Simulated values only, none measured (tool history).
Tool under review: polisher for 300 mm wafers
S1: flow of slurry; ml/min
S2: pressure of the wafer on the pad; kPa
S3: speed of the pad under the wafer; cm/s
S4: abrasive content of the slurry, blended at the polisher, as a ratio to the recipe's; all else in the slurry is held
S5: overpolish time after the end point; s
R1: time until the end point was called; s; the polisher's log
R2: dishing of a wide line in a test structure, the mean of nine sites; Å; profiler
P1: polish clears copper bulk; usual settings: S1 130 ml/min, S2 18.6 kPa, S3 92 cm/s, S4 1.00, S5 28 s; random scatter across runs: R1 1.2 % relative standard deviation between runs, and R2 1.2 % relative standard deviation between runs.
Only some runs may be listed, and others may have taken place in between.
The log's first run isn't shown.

{"run": 2, "hour": 18.9, "S1": 130, "S2": 18.6, "S3": 92, "S4": 1.3, "S5": 28, "R1": 99.81, "R2": 1140.2}
{"run": 3, "hour": 28.7, "S1": 130, "S2": 28.3, "S3": 92, "S4": 1.0, "S5": 28, "R1": 69.589, "R2": 1461.7}
{"run": 4, "hour": 36.0, "S1": 180, "S2": 18.6, "S3": 92, "S4": 1.0, "S5": 28, "R1": 98.418, "R2": 1158.5}
{"run": 5, "hour": 45.4, "S1": 130, "S2": 18.6, "S3": 132, "S4": 1.0, "S5": 28, "R1": 74.02, "R2": 1304.1}
{"run": 6, "hour": 55.2, "S1": 130, "S2": 18.6, "S3": 92, "S4": 1.0, "S5": 28, "R1": 106.51, "R2": 1105.4}
{"run": 7, "hour": 67.4, "S1": 130, "S2": 18.6, "S3": 92, "S4": 1.0, "S5": 42, "R1": 105.82, "R2": 1322.7}
{"run": 8, "hour": 73.2, "S1": 80, "S2": 18.6, "S3": 92, "S4": 1.0, "S5": 28, "R1": 118.64, "R2": 1036.4}
{"run": 9, "hour": 81.7, "S1": 130, "S2": 18.6, "S3": 92, "S4": 1.0, "S5": 13, "R1": 105.73, "R2": 686.69}
{"run": 10, "hour": 89.8, "S1": 130, "S2": 18.6, "S3": 92, "S4": 1.0, "S5": 28, "R1": 105.97, "R2": 1117.4}
{"run": 11, "hour": 98.6, "S1": 130, "S2": 18.6, "S3": 62, "S4": 1.0, "S5": 28, "R1": 153.71, "R2": 902.72}
{"run": 12, "hour": 108.2, "S1": 130, "S2": 18.6, "S3": 92, "S4": 1.0, "S5": 28, "R1": 104.32, "R2": 1134.3}
{"run": 13, "hour": 119.1, "S1": 130, "S2": 18.6, "S3": 92, "S4": 1.0, "S5": 28, "R1": 105.74, "R2": 1098.2}
{"run": 14, "hour": 127.8, "S1": 130, "S2": 18.6, "S3": 92, "S4": 1.0, "S5": 28, "R1": 105.82, "R2": 1125.9}
{"run": 15, "hour": 134.4, "S1": 130, "S2": 18.6, "S3": 92, "S4": 0.7, "S5": 28, "R1": 111.31, "R2": 1059.8}
{"run": 16, "hour": 143.8, "S1": 130, "S2": 9.0, "S3": 92, "S4": 1.0, "S5": 28, "R1": 218.59, "R2": 636.03}
{"run": 17, "hour": 149.6, "S1": 130, "S2": 18.6, "S3": 92, "S4": 1.0, "S5": 28, "R1": 105.23, "R2": 1107.9}
{"run": 18, "hour": 158.8, "S1": 90, "S2": 18.6, "S3": 92, "S4": 1.35, "S5": 28, "R1": 106.36, "R2": 1101.4}
{"run": 19, "hour": 171.0, "S1": 130, "S2": 18.6, "S3": 92, "S4": 1.0, "S5": 28, "R1": 107.83, "R2": 1088.7}
{"run": 20, "hour": 179.1, "S1": 130, "S2": 18.6, "S3": 92, "S4": 1.0, "S5": 28, "R1": 105.53, "R2": 1103.4}
{"run": 21, "hour": 184.7, "S1": 130, "S2": 18.6, "S3": 92, "S4": 1.0, "S5": 28, "R1": 110.53, "R2": 1107.0}
{"run": 22, "hour": 194.5, "S1": 130, "S2": 18.6, "S3": 92, "S4": 1.0, "S5": 28, "R1": 110.19, "R2": 1080.8}
{"run": 23, "hour": 205.3, "S1": 130, "S2": 18.6, "S3": 92, "S4": 1.0, "S5": 28, "R1": 111.84, "R2": 1062.1}
{"run": 24, "hour": 213.1, "S1": 130, "S2": 18.6, "S3": 92, "S4": 1.0, "S5": 28, "R1": 113.02, "R2": 1073.7}

Estimate the outcome of run 25 from the log above:
{"hour": 218.0, "done": "slurry blender recalibrated"}
{"run": 25, "hour": 221.2, "S1": 130, "S2": 18.6, "S3": 92, "S4": 1.0, "S5": 28, "R1": "?", "R2": "?"}

Run 25 produced R1 114.820 s, R2 1082.00 Å.

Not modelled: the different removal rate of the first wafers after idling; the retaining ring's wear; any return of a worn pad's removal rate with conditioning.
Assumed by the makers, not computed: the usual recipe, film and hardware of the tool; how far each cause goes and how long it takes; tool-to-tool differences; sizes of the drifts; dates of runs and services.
